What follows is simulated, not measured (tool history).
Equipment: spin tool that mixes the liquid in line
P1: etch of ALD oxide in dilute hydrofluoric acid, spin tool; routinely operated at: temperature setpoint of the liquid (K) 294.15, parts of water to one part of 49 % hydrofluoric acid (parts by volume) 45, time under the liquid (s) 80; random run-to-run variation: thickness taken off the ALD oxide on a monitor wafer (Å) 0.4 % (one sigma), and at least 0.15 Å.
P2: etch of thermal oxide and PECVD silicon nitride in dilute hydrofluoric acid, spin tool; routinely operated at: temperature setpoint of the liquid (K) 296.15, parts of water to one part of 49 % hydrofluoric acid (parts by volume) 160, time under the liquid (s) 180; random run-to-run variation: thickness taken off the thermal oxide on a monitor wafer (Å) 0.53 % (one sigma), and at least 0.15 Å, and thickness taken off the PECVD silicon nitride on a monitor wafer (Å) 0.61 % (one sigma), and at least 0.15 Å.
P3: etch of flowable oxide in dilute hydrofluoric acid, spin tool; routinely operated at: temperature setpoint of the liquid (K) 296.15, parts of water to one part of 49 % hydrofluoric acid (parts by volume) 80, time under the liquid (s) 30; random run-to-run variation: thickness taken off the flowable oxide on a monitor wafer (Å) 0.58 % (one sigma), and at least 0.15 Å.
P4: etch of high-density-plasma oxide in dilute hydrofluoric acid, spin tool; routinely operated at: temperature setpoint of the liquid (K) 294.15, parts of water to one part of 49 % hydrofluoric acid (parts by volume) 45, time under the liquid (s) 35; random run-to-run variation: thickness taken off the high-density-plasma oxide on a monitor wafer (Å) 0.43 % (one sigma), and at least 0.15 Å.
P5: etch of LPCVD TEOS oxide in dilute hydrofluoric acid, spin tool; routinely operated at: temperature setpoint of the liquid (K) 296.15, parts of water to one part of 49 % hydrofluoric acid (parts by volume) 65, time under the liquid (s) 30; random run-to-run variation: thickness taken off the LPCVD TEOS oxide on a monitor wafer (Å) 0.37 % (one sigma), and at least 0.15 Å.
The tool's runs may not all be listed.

run   hour  process that ran  temperature setpoint of the liquid (K)  parts of water to one part of 49 % hydrofluoric acid (parts by volume)  time under the liquid (s)  hours since the thermometer was replaced  hours since the hydrofluoric acid flow meter was replaced  thickness taken off the ALD oxide on a monitor wafer (Å)  thickness taken off the high-density-plasma oxide on a monitor wafer (Å)  thickness taken off the flowable oxide on a monitor wafer (Å)  thickness taken off the thermal oxide on a monitor wafer (Å)  thickness taken off the PECVD silicon nitride on a monitor wafer (Å)  thickness taken off the LPCVD TEOS oxide on a monitor wafer (Å)
  1      4                P1                                  294.15                                                                      45                         80                                    1260.9                                                      591.3                                                    311.97
  2    7.8                P4                                  290.15                                                                      45                         35                                    1264.7                                                      595.1                                                                                                                              39.472
  3   10.2                P1                                  294.15                                                                      45                         15                                    1267.1                                                      597.5                                                    58.428
  4   12.5                P3                                  296.15                                                                      20                         30                                    1269.4                                                      599.8                                                                                                                                                                                             584.73
  5   14.8                P2                                  296.15                                                                     160                         15                                    1271.7                                                      602.1                                                                                                                                                                                                                                                           3.4934                                                                4.8075
  6   18.2                P5                                  296.15                                                                      25                         30                                    1275.1                                                      605.5                                                                                                                                                                                                                                                                                                                                                                                                  383.16
  7   21.7                P5                                  296.15                                                                      65                         30                                    1278.6                                                        609                                                                                                                                                                                                                                                                                                                                                                                                  141.02
  8   25.8                P1                                  294.15                                                                      45                         80                                    1282.7                                                      613.1                                                    312.21
  9   29.7                P1                                  294.15                                                                      45                        120                                    1286.6                                                        617                                                     467.4
 10   32.9                P4                                  294.15                                                                      45                         35                                    1289.8                                                      620.2                                                                                                                              47.007
 11     36                P1                                  290.15                                                                      20                         80                                    1292.9                                                      623.3                                                    603.56
 12   38.6                P3                                  296.15                                                                      80                         15                                    1295.5                                                      625.9                                                                                                                                                                                              68.25
 13   42.7                P5                                  296.15                                                                      65                         30                                    1299.6                                                        630                                                                                                                                                                                                                                                                                                                                                                                                  139.32
 14     45                P1                                  294.15                                                                      75                         80                                    1301.9                                                      632.3                                                    179.52
 15   47.7                P1                                  294.15                                                                      45                         80                                    1304.6                                                        635                                                    311.97
 16   51.8                P3                                  301.65                                                                      80                         30                                    1308.7                                                      639.1                                                                                                                                                                                              168.7
 17   55.3                P1                                  294.15                                                                      45                         80                                    1312.2                                                      642.6                                                     313.6
 18   57.7                P1                                  294.15                                                                      25                         80                                    1314.6                                                        645                                                    578.72
 19   61.7                P4                                  294.15                                                                      65                         35                                    1318.6                                                        649                                                                                                                              31.614
 20   65.1                P5                                  296.15                                                                      65                         15                                      1322                                                      652.4                                                                                                                                                                                                                                                                                                                                                                                                  70.096
 21   69.3                P1                                  294.15                                                                      45                         80                                    1326.2                                                      656.6                                                    311.97
 22   73.3                P1                                  298.65                                                                      45                         80                                    1330.2                                                      660.6                                                    375.33
 23   75.5                P4                                  294.15                                                                      45                         15                                    1332.4                                                      662.8                                                                                                                              19.786
      79.3  -- hydrofluoric acid flow meter replaced
 24   79.8                P1                                  290.15                                                                      45                         80                                    1336.7                                                        0.6                                                    260.56
 25   83.8                P5                                  300.65                                                                      65                         30                                    1340.7                                                        4.6                                                                                                                                                                                                                                                                                                                                                                                                  169.09
 26   86.7                P2                                  296.15                                                                     160                        180                                    1343.6                                                        7.5                                                                                                                                                                                                                                                           45.463                                                                55.112
 27   90.5                P3                                  296.15                                                                      80                         30                                    1347.4                                                       11.3                                                                                                                                                                                             135.16
 28   93.7                P1                                  294.15                                                                      45                         80                                    1350.6                                                       14.5                                                    313.31
 29   95.5                P2                                  296.15                                                                      85                        180                                    1352.4                                                       16.3                                                                                                                                                                                                                                                           93.509                                                                104.55
 30   98.4                P2                                  291.65                                                                     160                        180                                    1355.3                                                       19.2                                                                                                                                                                                                                                                           37.756                                                                 40.73
 31  100.2                P1                                  294.15                                                                      45                         80                                    1357.1                                                         21                                                    309.49
 32  102.2                P1                                  294.15                                                                      45                         80                                    1359.1                                                         23                                                    302.02
 33  105.8                P1                                  294.15                                                                      45                         80                                    1362.7                                                       26.6                                                    297.51
 34  108.4                P1                                  294.15                                                                      45                         80                                    1365.3                                                       29.2                                                    294.72
 35  110.5                P1                                  294.15                                                                      45                         80                                    1367.4                                                       31.3                                                    291.31
 36  113.5                P1                                  294.15                                                                      45                         80                                    1370.4                                                       34.3                                                    290.47
 37  116.5                P1                                  294.15                                                                      45                         80                                    1373.4                                                       37.3                                                    290.93
 38  118.5                P1                                  294.15                                                                      45                         80                                    1375.4                                                       39.3                                                    289.33
 39  122.1                P1                                  294.15                                                                      45                         80                                      1379                                                       42.9                                                    288.83

Something has made what P1 gives creep away from where it was; the 2 causes below, each at its own stated size, fit the log equally well:
A: liquid colder than its thermometer reads (K) = 1.71
B: hydrofluoric acid flow below the setpoint (%) = 6.65
The drift started at roughly hour 100.2.

Below are 4 check runs, each averaged over 5 wafers, with their results shown as question marks. Which of them would give clearly different results depending on which cause is behind the drift?
check 1  125.7                P4                                  294.15                                                                      65                         25                                                                                                                                                                                                                                        ?
check 2  125.7                P3                                  296.15                                                                      25                         15                                                                                                                                                                                                                                                                                                       ?
check 3  125.7                P5                                  296.15                                                                      40                         30                                                                                                                                                                                                                                                                                                                                                                                                                                                                                                            ?
check 4  125.7                P2                                  296.15                                                                     160                         55                                                                                                                                                                                                                                                                                                                                                                     ?                                                                     ?

Expected result of each check under each candidate cause:
  check                                                                    result    if A    if B
check 1  thickness taken off the high-density-plasma oxide on a monitor wafer (Å)  21.086  21.032
check 2             thickness taken off the flowable oxide on a monitor wafer (Å)  216.09  216.46
check 3           thickness taken off the LPCVD TEOS oxide on a monitor wafer (Å)  219.52  219.39
check 4              thickness taken off the thermal oxide on a monitor wafer (Å)  12.953  12.758
check 4      thickness taken off the PECVD silicon nitride on a monitor wafer (Å)  15.226  15.908
Separation of the two closest causes in each check, using whichever result separates them best: check 1 0.26 %; check 2 0.17 %; check 3 0.06 %; check 4 4.39 %
Check 4 is the one run that separates the causes; every other check would come out nearly the same whichever cause is at work.

With check 4 done, the readings were: thickness taken off the thermal oxide on a monitor wafer (Å) 12.903; thickness taken off the PECVD silicon nitride on a monitor wafer (Å) 15.815. Identify which of the listed causes applies.

The correct cause is B, namely: hydrofluoric acid flow below the setpoint (%).
